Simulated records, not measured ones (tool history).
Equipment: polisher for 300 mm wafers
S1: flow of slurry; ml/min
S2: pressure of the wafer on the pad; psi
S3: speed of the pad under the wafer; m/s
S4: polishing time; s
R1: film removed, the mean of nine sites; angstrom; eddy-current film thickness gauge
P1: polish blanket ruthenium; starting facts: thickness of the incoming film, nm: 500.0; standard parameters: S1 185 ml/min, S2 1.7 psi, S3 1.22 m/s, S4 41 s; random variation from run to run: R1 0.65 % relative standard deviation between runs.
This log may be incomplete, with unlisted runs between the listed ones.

run   hour   S1   S2    S3  S4      R1
  1    9.8  185  1.7  1.22  41  561.04
  2   16.6  185  1.7  1.22  59  809.04
  3   22.7  110  1.7  1.22  41  509.59
  4   34.8  185  1.7  0.56  41  257.44
  5   45.7  185  1.7  1.74  41  803.33
  6   53.6  285  1.7  1.22  41  590.77
  7   65.2  185  1.7  1.22  41  557.59
  8   77.2  185  1.7  1.22  18  244.96
  9   87.8  185  2.7  1.22  41  899.51
 10   98.5  185  1.7  1.22  41  563.22
 11  109.3  185  2.3  1.22  27  499.57
 12    119  185  1.7  1.22  41  558.75
 13  125.6  185    1  1.22  41  331.52

The next listed run, before its measurement:
 14  133.1  185  1.1  1.22  20   ?

R1: 176.2 angstrom
